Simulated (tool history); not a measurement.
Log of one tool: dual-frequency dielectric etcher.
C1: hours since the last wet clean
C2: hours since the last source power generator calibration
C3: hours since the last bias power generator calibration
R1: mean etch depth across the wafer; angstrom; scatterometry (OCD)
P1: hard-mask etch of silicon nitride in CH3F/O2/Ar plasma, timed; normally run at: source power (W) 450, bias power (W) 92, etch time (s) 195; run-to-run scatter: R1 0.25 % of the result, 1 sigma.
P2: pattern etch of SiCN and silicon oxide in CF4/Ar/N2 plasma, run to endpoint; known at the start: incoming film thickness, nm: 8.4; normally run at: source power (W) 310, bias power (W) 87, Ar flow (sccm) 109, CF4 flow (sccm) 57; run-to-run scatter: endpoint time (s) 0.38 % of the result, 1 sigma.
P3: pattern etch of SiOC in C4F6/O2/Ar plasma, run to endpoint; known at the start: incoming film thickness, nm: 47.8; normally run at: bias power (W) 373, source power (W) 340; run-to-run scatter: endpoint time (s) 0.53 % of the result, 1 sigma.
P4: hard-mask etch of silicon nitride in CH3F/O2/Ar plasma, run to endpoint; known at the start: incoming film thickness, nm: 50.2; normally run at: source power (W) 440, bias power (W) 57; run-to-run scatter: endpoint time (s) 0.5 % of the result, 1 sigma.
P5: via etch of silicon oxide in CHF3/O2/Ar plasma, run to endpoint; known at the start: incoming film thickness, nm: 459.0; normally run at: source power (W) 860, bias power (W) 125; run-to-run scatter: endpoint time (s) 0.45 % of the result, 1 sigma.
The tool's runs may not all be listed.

Run 1, hour 4.9: process that ran P1, source power (W) 450, bias power (W) 92, etch time (s) 195; C1 187.4; C2 1455.3; C3 2169.6. Result: R1 1557 angstrom.
Run 2, hour 12.6: process that ran P1, source power (W) 450, bias power (W) 92, etch time (s) 195; C1 195.1; C2 1463; C3 2177.3. Result: R1 1559.3 angstrom.
Run 3, hour 18.2: process that ran P1, source power (W) 610, bias power (W) 92, etch time (s) 195; C1 200.7; C2 1468.6; C3 2182.9. Result: R1 1749.3 angstrom.
Run 4, hour 27.7: process that ran P1, source power (W) 450, bias power (W) 92, etch time (s) 257.5; C1 210.2; C2 1478.1; C3 2192.4. Result: R1 2068.5 angstrom.
Run 5, hour 37.3: process that ran P2, source power (W) 310, bias power (W) 112, Ar flow (sccm) 109, CF4 flow (sccm) 57; C1 219.8; C2 1487.7; C3 2202. Result: endpoint time (s) 11.758.
Run 6, hour 44.4: process that ran P2, source power (W) 310, bias power (W) 87, Ar flow (sccm) 109, CF4 flow (sccm) 57; C1 226.9; C2 1494.8; C3 2209.1. Result: endpoint time (s) 12.92.
Run 7, hour 49.5: process that ran P5, source power (W) 1170, bias power (W) 125; C1 232; C2 1499.9; C3 2214.2. Result: endpoint time (s) 197.29.
Run 8, hour 59: process that ran P1, source power (W) 450, bias power (W) 92, etch time (s) 195; C1 241.5; C2 1509.4; C3 2223.7. Result: R1 1558.2 angstrom.
Run 9, hour 67.9: process that ran P4, source power (W) 440, bias power (W) 36; C1 250.4; C2 1518.3; C3 2232.6. Result: endpoint time (s) 88.115.
At hour 68.8: source power generator calibrated.
Run 10, hour 75.2: process that ran P4, source power (W) 280, bias power (W) 57; C1 257.7; C2 6.5; C3 2239.9. Result: endpoint time (s) 92.233.
Run 11, hour 81.6: process that ran P1, source power (W) 450, bias power (W) 69, etch time (s) 195; C1 264.1; C2 12.9; C3 2246.3. Result: R1 1408.6 angstrom.
Run 12, hour 87.2: process that ran P1, source power (W) 450, bias power (W) 92, etch time (s) 195; C1 269.7; C2 18.5; C3 2251.9. Result: R1 1548.4 angstrom.
Run 13, hour 92.8: process that ran P1, source power (W) 450, bias power (W) 70, etch time (s) 141; C1 275.3; C2 24.1; C3 2257.5. Result: R1 1027.1 angstrom.
Run 14, hour 97.3: process that ran P3, source power (W) 340, bias power (W) 248; C1 279.8; C2 28.6; C3 2262. Result: endpoint time (s) 22.589.
Run 15, hour 106.5: process that ran P3, source power (W) 240, bias power (W) 373; C1 289; C2 37.8; C3 2271.2. Result: endpoint time (s) 22.284.
Run 16, hour 111: process that ran P5, source power (W) 860, bias power (W) 158; C1 293.5; C2 42.3; C3 2275.7. Result: endpoint time (s) 207.41.
Run 17, hour 120.1: process that ran P1, source power (W) 450, bias power (W) 92, etch time (s) 195; C1 302.6; C2 51.4; C3 2284.8. Result: R1 1553.7 angstrom.
Run 18, hour 125.7: process that ran P2, source power (W) 390, bias power (W) 87, Ar flow (sccm) 109, CF4 flow (sccm) 57; C1 308.2; C2 57; C3 2290.4. Result: endpoint time (s) 10.644.
Run 19, hour 131.9: process that ran P4, source power (W) 440, bias power (W) 57; C1 314.4; C2 63.2; C3 2296.6. Result: endpoint time (s) 77.325.
Run 20, hour 136.5: process that ran P1, source power (W) 330, bias power (W) 92, etch time (s) 195; C1 319; C2 67.8; C3 2301.2. Result: R1 1391.9 angstrom.
Run 21, hour 145.4: process that ran P2, source power (W) 310, bias power (W) 87, Ar flow (sccm) 109, CF4 flow (sccm) 68; C1 327.9; C2 76.7; C3 2310.1. Result: endpoint time (s) 12.621.
Run 22, hour 152.5: process that ran P3, source power (W) 340, bias power (W) 373; C1 335; C2 83.8; C3 2317.2. Result: endpoint time (s) 19.628.
Run 23, hour 159.3: process that ran P1, source power (W) 450, bias power (W) 92, etch time (s) 140.5; C1 341.8; C2 90.6; C3 2324. Result: R1 1123.7 angstrom.
Run 24, hour 168.5: process that ran P1, source power (W) 450, bias power (W) 92, etch time (s) 195; C1 351; C2 99.8; C3 2333.2. Result: R1 1556.7 angstrom.
Run 25, hour 177.8: process that ran P1, source power (W) 450, bias power (W) 128, etch time (s) 195; C1 360.3; C2 109.1; C3 2342.5. Result: R1 1766.6 angstrom.
Run 26, hour 187: process that ran P2, source power (W) 310, bias power (W) 87, Ar flow (sccm) 81, CF4 flow (sccm) 57; C1 369.5; C2 118.3; C3 2351.7. Result: endpoint time (s) 12.466.
Run 27, hour 193.6: process that ran P5, source power (W) 860, bias power (W) 125; C1 376.1; C2 124.9; C3 2358.3. Result: endpoint time (s) 222.86.
Run 28, hour 200.4: process that ran P1, source power (W) 450, bias power (W) 92, etch time (s) 195; C1 382.9; C2 131.7; C3 2365.1. Result: R1 1564.6 angstrom.
Run 29, hour 207.4: process that ran P1, source power (W) 450, bias power (W) 92, etch time (s) 195; C1 389.9; C2 138.7; C3 2372.1. Result: R1 1551.4 angstrom.
Run 30, hour 212.2: process that ran P1, source power (W) 450, bias power (W) 92, etch time (s) 195; C1 394.7; C2 143.5; C3 2376.9. Result: R1 1540.9 angstrom.
Run 31, hour 220.1: process that ran P1, source power (W) 450, bias power (W) 92, etch time (s) 195; C1 402.6; C2 151.4; C3 2384.8. Result: R1 1538 angstrom.
At hour 226.7: wet clean of the chamber.
Run 32, hour 228.9: process that ran P1, source power (W) 450, bias power (W) 92, etch time (s) 195; C1 2.2; C2 160.2; C3 2393.6. Result: R1 1533.7 angstrom.
Run 33, hour 237.3: process that ran P1, source power (W) 450, bias power (W) 92, etch time (s) 195; C1 10.6; C2 168.6; C3 2402. Result: R1 1529.6 angstrom.
Run 34, hour 246.2: process that ran P1, source power (W) 450, bias power (W) 92, etch time (s) 195; C1 19.5; C2 177.5; C3 2410.9. Result: R1 1533 angstrom.

What P1 gives has crept away from where it was. These 2 causes fit the log equally well, each at the size given:
A: source power that arrives under what is set, % = 4.41
B: bias power that arrives under what is set, % = 4.62
The creep began at about hour 200.4.
Why every other cause is out:
chamber walls in a state that lowers the etch rate, %: serviced at hour 226.7, which brought nothing back

4 check runs are offered, each on 2 wafers whose results are averaged, their results left as question marks. Which one tells the causes apart?
Run check 1, hour 255.1: process that ran P2, source power (W) 310, bias power (W) 87, Ar flow (sccm) 109, CF4 flow (sccm) 57. Result: endpoint time (s) ?.
Run check 2, hour 255.1: process that ran P3, source power (W) 340, bias power (W) 373. Result: endpoint time (s) ?.
Run check 3, hour 255.1: process that ran P4, source power (W) 440, bias power (W) 57. Result: endpoint time (s) ?.
Run check 4, hour 255.1: process that ran P5, source power (W) 860, bias power (W) 125. Result: endpoint time (s) ?.

What each check would give under each cause:
  check             result    if A    if B
check 1  endpoint time (s)   13.49  13.202
check 2  endpoint time (s)   19.86  19.863
check 3  endpoint time (s)  79.067  78.884
check 4  endpoint time (s)  227.85  227.02
How far apart the two closest causes lie, in the result that separates them most: check 1 2.16 %; check 2 0.02 %; check 3 0.23 %; check 4 0.36 %
Check 1 tells the causes apart: in the others they would give nearly the same result.

Check 1 was then run and gave: endpoint time (s) 13.197. Which cause is it?

It is B: bias power that arrives under what is set, %.
